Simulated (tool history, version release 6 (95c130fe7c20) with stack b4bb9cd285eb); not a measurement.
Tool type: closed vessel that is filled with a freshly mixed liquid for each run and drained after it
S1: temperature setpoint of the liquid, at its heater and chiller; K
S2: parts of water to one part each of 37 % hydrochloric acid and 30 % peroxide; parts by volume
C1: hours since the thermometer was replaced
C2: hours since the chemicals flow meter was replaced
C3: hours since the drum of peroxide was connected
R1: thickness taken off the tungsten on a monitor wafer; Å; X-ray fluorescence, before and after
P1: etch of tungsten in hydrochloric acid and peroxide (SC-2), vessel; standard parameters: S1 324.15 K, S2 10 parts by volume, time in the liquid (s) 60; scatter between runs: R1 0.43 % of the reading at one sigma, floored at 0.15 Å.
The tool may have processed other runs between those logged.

run 1 hour=11.5 | S1=324.15 S2=10 time_in_the_liquid_(s)=60 | C1=524.6 C2=583.1 C3=236.6 | R1=133.660
run 2 hour=19.8 | S1=324.15 S2=18 time_in_the_liquid_(s)=60 | C1=532.9 C2=591.4 C3=244.9 | R1=80.254
run 3 hour=33.8 | S1=324.15 S2=10 time_in_the_liquid_(s)=60 | C1=546.9 C2=605.4 C3=258.9 | R1=134.480
run 4 hour=46.0 | S1=324.15 S2=10 time_in_the_liquid_(s)=60 | C1=559.1 C2=617.6 C3=271.1 | R1=133.680
run 5 hour=56.8 | S1=308.65 S2=10 time_in_the_liquid_(s)=60 | C1=569.9 C2=628.4 C3=281.9 | R1=45.824
run 6 hour=67.3 | S1=324.15 S2=10 time_in_the_liquid_(s)=60 | C1=580.4 C2=638.9 C3=292.4 | R1=133.830
run 7 hour=79.8 | S1=324.15 S2=10 time_in_the_liquid_(s)=60 | C1=592.9 C2=651.4 C3=304.9 | R1=133.640
run 8 hour=89.7 | S1=324.15 S2=4 time_in_the_liquid_(s)=60 | C1=602.8 C2=661.3 C3=314.8 | R1=265.800
run 9 hour=101.9 | S1=340.15 S2=10 time_in_the_liquid_(s)=60 | C1=615.0 C2=673.5 C3=327.0 | R1=368.360
-- hour=105.2 new drum of peroxide connected
run 10 hour=111.6 | S1=324.15 S2=10 time_in_the_liquid_(s)=30 | C1=624.7 C2=683.2 C3=6.5 | R1=66.961
run 11 hour=123.8 | S1=324.15 S2=14 time_in_the_liquid_(s)=105 | C1=636.9 C2=695.4 C3=18.7 | R1=175.360

The next listed run, before its measurement:
run 12 hour=135.9 | S1=324.15 S2=10 time_in_the_liquid_(s)=100 | C1=649.0 C2=707.5 C3=30.8 | R1=?

R1: 223.000 Å

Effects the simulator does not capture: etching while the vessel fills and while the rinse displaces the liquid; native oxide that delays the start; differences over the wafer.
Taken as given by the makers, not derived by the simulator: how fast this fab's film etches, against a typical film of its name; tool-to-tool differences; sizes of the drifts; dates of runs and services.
